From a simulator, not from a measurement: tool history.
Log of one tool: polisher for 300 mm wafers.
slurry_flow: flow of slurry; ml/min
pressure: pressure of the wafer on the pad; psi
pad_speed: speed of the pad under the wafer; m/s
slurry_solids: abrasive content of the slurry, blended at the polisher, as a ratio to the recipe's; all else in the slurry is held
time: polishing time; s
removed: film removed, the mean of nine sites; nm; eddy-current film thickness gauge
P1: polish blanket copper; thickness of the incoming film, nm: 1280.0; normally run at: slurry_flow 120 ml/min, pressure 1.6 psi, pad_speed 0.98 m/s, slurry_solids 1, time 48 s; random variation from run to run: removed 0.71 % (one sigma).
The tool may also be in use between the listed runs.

Run 1, hour 7.6: slurry_flow 120 ml/min, pressure 1.6 psi, pad_speed 0.98 m/s, slurry_solids 1, time 48 s. Result: removed 85.041 nm.
Run 2, hour 20.9: slurry_flow 120 ml/min, pressure 1.6 psi, pad_speed 0.98 m/s, slurry_solids 1, time 48 s. Result: removed 84.079 nm.
Run 3, hour 34.3: slurry_flow 120 ml/min, pressure 0.7 psi, pad_speed 0.98 m/s, slurry_solids 1, time 48 s. Result: removed 37.165 nm.
Run 4, hour 44.3: slurry_flow 120 ml/min, pressure 1.1 psi, pad_speed 0.98 m/s, slurry_solids 1, time 72 s. Result: removed 86.76 nm.
Run 5, hour 53.8: slurry_flow 120 ml/min, pressure 1.6 psi, pad_speed 0.98 m/s, slurry_solids 1, time 65 s. Result: removed 114.59 nm.
Run 6, hour 67.5: slurry_flow 120 ml/min, pressure 1.6 psi, pad_speed 0.98 m/s, slurry_solids 1.3, time 48 s. Result: removed 90.069 nm.
Run 7, hour 76.9: slurry_flow 120 ml/min, pressure 1.6 psi, pad_speed 1.38 m/s, slurry_solids 1, time 48 s. Result: removed 116.91 nm.
Run 8, hour 90.1: slurry_flow 180 ml/min, pressure 1.6 psi, pad_speed 0.98 m/s, slurry_solids 1, time 48 s. Result: removed 90.46 nm.
Run 9, hour 106.9: slurry_flow 120 ml/min, pressure 1.6 psi, pad_speed 0.98 m/s, slurry_solids 1, time 48 s. Result: removed 85.219 nm.
Run 10, hour 123.6: slurry_flow 120 ml/min, pressure 1.6 psi, pad_speed 0.98 m/s, slurry_solids 0.55, time 48 s. Result: removed 75.107 nm.
Run 11, hour 131.1: slurry_flow 70 ml/min, pressure 1.6 psi, pad_speed 0.98 m/s, slurry_solids 1, time 48 s. Result: removed 72.942 nm.
Run 12, hour 145.5: slurry_flow 120 ml/min, pressure 1.6 psi, pad_speed 0.98 m/s, slurry_solids 1, time 48 s. Result: removed 84.004 nm.
At hour 146.1: head pressure recalibrated.
Run 13, hour 158.9: slurry_flow 120 ml/min, pressure 1.6 psi, pad_speed 0.66 m/s, slurry_solids 1, time 48 s. Result: removed 56.874 nm.
Run 14, hour 173.2: slurry_flow 120 ml/min, pressure 1.6 psi, pad_speed 0.98 m/s, slurry_solids 1, time 23 s. Result: removed 40.238 nm.
Run 15, hour 180.7: slurry_flow 120 ml/min, pressure 1.6 psi, pad_speed 0.98 m/s, slurry_solids 0.55, time 73 s. Result: removed 113.95 nm.
Run 16, hour 195.2: slurry_flow 160 ml/min, pressure 1.6 psi, pad_speed 1.44 m/s, slurry_solids 1, time 48 s. Result: removed 131.48 nm.

Forecast run 17:
Run 17, hour 205: slurry_flow 120 ml/min, pressure 1.6 psi, pad_speed 0.98 m/s, slurry_solids 1, time 48 s. Result: removed ?.

Run 17 gave removed 83.035 nm.
